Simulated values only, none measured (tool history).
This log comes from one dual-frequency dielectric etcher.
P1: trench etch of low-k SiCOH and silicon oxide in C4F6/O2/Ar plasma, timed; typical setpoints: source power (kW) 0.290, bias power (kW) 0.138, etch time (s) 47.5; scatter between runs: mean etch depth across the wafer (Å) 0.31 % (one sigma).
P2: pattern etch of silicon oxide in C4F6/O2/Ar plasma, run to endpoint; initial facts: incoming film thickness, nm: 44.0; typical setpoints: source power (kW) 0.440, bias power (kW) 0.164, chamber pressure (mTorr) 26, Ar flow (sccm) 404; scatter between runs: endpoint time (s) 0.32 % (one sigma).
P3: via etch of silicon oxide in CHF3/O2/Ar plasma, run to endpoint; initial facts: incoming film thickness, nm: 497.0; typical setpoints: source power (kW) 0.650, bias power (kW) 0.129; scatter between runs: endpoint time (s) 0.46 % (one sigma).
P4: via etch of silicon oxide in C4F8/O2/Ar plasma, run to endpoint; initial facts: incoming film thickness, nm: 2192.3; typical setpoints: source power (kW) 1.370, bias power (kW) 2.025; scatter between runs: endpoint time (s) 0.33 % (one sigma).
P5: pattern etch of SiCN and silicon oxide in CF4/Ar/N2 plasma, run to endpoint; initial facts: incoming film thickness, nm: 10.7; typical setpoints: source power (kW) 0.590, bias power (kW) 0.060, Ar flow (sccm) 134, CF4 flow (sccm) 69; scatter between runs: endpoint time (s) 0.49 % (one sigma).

| run | hour | process that ran | source power (kW) | bias power (kW) | etch time (s) | Ar flow (sccm) | CF4 flow (sccm) | chamber pressure (mTorr) | mean etch depth across the wafer (Å) | endpoint time (s) |
|---|---|---|---|---|---|---|---|---|---|---|
| 1 | 10.2 | P1 | 0.290 | 0.138 | 47.5 |  |  |  | 1246.80 |  |
| 2 | 20.3 | P3 | 0.400 | 0.129 |  |  |  |  |  | 334.490 |
| 3 | 29.0 | P3 | 0.650 | 0.076 |  |  |  |  |  | 324.500 |
| 4 | 39.2 | P4 | 1.370 | 2.025 |  |  |  |  |  | 496.660 |
| 5 | 51.8 | P5 | 0.590 | 0.060 |  | 94 | 69 |  |  | 10.170 |
| 6 | 59.3 | P1 | 0.340 | 0.138 | 47.5 |  |  |  | 1333.10 |  |
| 7 | 70.2 | P1 | 0.350 | 0.138 | 34.0 |  |  |  | 956.27 |  |
| 8 | 77.8 | P1 | 0.290 | 0.138 | 47.5 |  |  |  | 1239.60 |  |
| 9 | 91.5 | P1 | 0.290 | 0.138 | 47.5 |  |  |  | 1246.10 |  |
| 10 | 105.4 | P3 | 0.650 | 0.129 |  |  |  |  |  | 277.750 |
| 11 | 117.7 | P5 | 0.590 | 0.036 |  | 134 | 69 |  |  | 12.621 |
| 12 | 131.1 | P1 | 0.290 | 0.163 | 47.5 |  |  |  | 1310.30 |  |
| 13 | 138.1 | P2 | 0.580 | 0.164 |  | 404 |  | 26 |  | 12.371 |
| 14 | 145.6 | P1 | 0.290 | 0.096 | 33.5 |  |  |  | 787.13 |  |
| 15 | 158.3 | P2 | 0.440 | 0.164 |  | 330 |  | 26 |  | 13.531 |
|  | 170.3 | source power generator calibrated |
| 16 | 171.0 | P3 | 0.650 | 0.129 |  |  |  |  |  | 276.930 |
| 17 | 179.7 | P5 | 0.340 | 0.060 |  | 134 | 69 |  |  | 17.522 |
| 18 | 187.8 | P1 | 0.230 | 0.138 | 47.5 |  |  |  | 1138.30 |  |
| 19 | 197.9 | P1 | 0.290 | 0.185 | 69.0 |  |  |  | 1989.50 |  |
| 20 | 212.8 | P4 | 1.370 | 2.809 |  |  |  |  |  | 451.430 |
| 21 | 225.3 | P5 | 0.590 | 0.060 |  | 134 | 69 |  |  | 10.806 |
| 22 | 234.4 | P5 | 0.590 | 0.060 |  | 134 | 83 |  |  | 10.483 |
| 23 | 246.6 | P2 | 0.440 | 0.215 |  | 404 |  | 26 |  | 12.652 |
| 24 | 258.5 | P1 | 0.290 | 0.138 | 30.0 |  |  |  | 788.88 |  |
| 25 | 265.3 | P4 | 1.900 | 2.025 |  |  |  |  |  | 440.880 |
| 26 | 276.5 | P2 | 0.440 | 0.164 |  | 404 |  | 31 |  | 13.961 |
| 27 | 288.8 | P1 | 0.290 | 0.138 | 68.5 |  |  |  | 1796.50 |  |
| 28 | 296.1 | P4 | 1.370 | 2.025 |  |  |  |  |  | 497.390 |
| 29 | 307.4 | P1 | 0.290 | 0.138 | 47.5 |  |  |  | 1244.80 |  |
| 30 | 319.5 | P2 | 0.440 | 0.164 |  | 404 |  | 26 |  | 13.861 |
| 31 | 328.6 | P1 | 0.290 | 0.138 | 47.5 |  |  |  | 1244.00 |  |
| 32 | 339.5 | P1 | 0.290 | 0.103 | 47.5 |  |  |  | 1143.50 |  |
| 33 | 348.7 | P1 | 0.290 | 0.138 | 47.5 |  |  |  | 1245.70 |  |
| 34 | 363.1 | P1 | 0.290 | 0.138 | 47.5 |  |  |  | 1229.00 |  |
|  | 372.3 | wet clean of the chamber |
| 35 | 375.8 | P1 | 0.290 | 0.138 | 47.5 |  |  |  | 1228.60 |  |
| 36 | 383.1 | P1 | 0.290 | 0.138 | 47.5 |  |  |  | 1233.40 |  |
| 37 | 392.9 | P1 | 0.290 | 0.138 | 47.5 |  |  |  | 1232.20 |  |
| 38 | 400.0 | P1 | 0.290 | 0.138 | 47.5 |  |  |  | 1225.50 |  |
| 39 | 408.7 | P1 | 0.290 | 0.138 | 47.5 |  |  |  | 1228.90 |  |

P1 has crept away from where it was. The log is fitted equally well by each of these 2 causes, at the sizes shown:
A: source power that arrives under what is set, % = 3.82
B: bias power that arrives under what is set, % = 4.92
The drift started at roughly hour 348.7.
The rest of the possible causes, and what rules out each one:
chamber walls in a state that lowers the etch rate, %: serviced at hour 372.3, which brought nothing back

Of the 4 check runs below, each run on 3 wafers with the results averaged and each result still a question mark, which one would tell the listed causes apart?
| check 1 | 417.4 | P5 | 0.490 | 0.036 |  | 134 | 69 |  |  | ? |
| check 2 | 417.4 | P3 | 0.550 | 0.082 |  |  |  |  |  | ? |
| check 3 | 417.4 | P2 | 0.540 | 0.201 |  | 404 |  | 26 |  | ? |
| check 4 | 417.4 | P4 | 1.890 | 2.631 |  |  |  |  |  | ? |

Outcome of each check run for each possible cause:
| check | result | if A | if B |
|---|---|---|---|
| check 1 | endpoint time (s) | 15.489 | 15.181 |
| check 2 | endpoint time (s) | 344.260 | 343.710 |
| check 3 | endpoint time (s) | 12.126 | 12.134 |
| check 4 | endpoint time (s) | 412.900 | 412.890 |
How far apart the two closest causes lie, in the result that separates them most: check 1 2 %; check 2 0.16 %; check 3 0.07 %; check 4 0 %
The other checks would show nearly matching results whichever cause is true, so check 1 is the only one that separates the causes.

With check 1 done, the readings were: endpoint time (s) 15.108. Identify which of the listed causes applies.

Of the candidate causes, it is B: bias power that arrives under what is set, %.
